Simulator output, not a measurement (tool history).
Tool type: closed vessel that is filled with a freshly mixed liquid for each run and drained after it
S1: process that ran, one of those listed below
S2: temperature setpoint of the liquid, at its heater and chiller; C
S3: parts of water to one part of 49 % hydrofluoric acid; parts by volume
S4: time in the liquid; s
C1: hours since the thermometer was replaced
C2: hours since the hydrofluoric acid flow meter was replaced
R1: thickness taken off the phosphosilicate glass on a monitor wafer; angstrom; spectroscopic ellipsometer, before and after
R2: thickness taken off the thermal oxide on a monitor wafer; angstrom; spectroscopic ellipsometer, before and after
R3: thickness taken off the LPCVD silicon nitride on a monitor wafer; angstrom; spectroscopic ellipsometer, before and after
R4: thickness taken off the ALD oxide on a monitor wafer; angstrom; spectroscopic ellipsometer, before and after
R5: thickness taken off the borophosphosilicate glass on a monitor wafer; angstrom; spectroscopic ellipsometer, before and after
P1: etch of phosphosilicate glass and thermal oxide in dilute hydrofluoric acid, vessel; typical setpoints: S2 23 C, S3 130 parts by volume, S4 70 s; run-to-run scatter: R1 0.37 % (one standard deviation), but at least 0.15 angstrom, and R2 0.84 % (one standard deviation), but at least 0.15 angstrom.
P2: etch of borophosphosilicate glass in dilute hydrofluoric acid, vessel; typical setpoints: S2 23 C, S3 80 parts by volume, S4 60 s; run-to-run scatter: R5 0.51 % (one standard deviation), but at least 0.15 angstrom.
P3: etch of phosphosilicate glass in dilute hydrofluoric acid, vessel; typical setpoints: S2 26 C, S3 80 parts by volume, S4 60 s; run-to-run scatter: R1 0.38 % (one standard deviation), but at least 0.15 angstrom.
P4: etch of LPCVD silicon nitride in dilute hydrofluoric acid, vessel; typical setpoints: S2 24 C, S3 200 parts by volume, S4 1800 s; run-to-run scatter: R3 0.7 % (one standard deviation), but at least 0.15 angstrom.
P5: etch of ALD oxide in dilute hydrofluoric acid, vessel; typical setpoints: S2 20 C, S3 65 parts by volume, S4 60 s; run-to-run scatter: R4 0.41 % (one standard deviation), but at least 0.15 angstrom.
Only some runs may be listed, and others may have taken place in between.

run	day	S1	S2	S3	S4	C1	C2	R1	R2	R3	R4	R5
1	0.5	P1	23	130	70	161.3	744.8	581.26	24.628			
2	1.071	P1	30.5	130	70	175	758.5	771.58	32.669			
3	1.458	P4	24	300	1800	184.3	767.8			26.46		
4	2.05	P5	20	25	60	198.5	782				545.83	
5	2.596	P4	17.5	200	1800	211.6	795.1			26.216		
6	3.204	P3	26	80	60	226.2	809.7	1525.4				
7	3.546	P2	23	25	60	234.4	817.9					1780.1
8	4.017	P1	23	130	70	245.7	829.2	578.96	24.616			
9	4.688	P5	20	65	30	261.8	845.3				100.8	
10	5.279	P1	23	130	70	276	859.5	582.56	24.145			
11	5.954	P3	33.5	80	60	292.2	875.7	2029				
12	6.512	P3	26	80	60	305.6	889.1	1530.6				
13	6.962	P5	20	65	60	316.4	899.9				201.49	
14	7.338	P2	23	80	60	325.4	908.9					515.4
15	7.771	P1	23	130	70	335.8	919.3	581.29	24.711			
16	8.308	P1	23	65	70	348.7	932.2	1257.2	53.505			
17	8.979	P1	23	130	70	364.8	948.3	578.68	24.966			
18	9.462	P3	26	80	30	376.4	959.9	763.74				
19	9.9	P1	23	130	70	386.9	970.4	581.68	24.608			
20	10.396	P4	24	200	1800	398.8	982.3			40.23		
21	10.921	P1	18	130	70	411.4	994.9	475.15	20.569			
22	11.425	P3	26	145	60	423.5	1007	780.74				

Predict the results of run 23:
23	12.046	P1	23	130	70	438.4	1021.9	?	?			

R1: 582.2 angstrom
R2: 24.528 angstrom
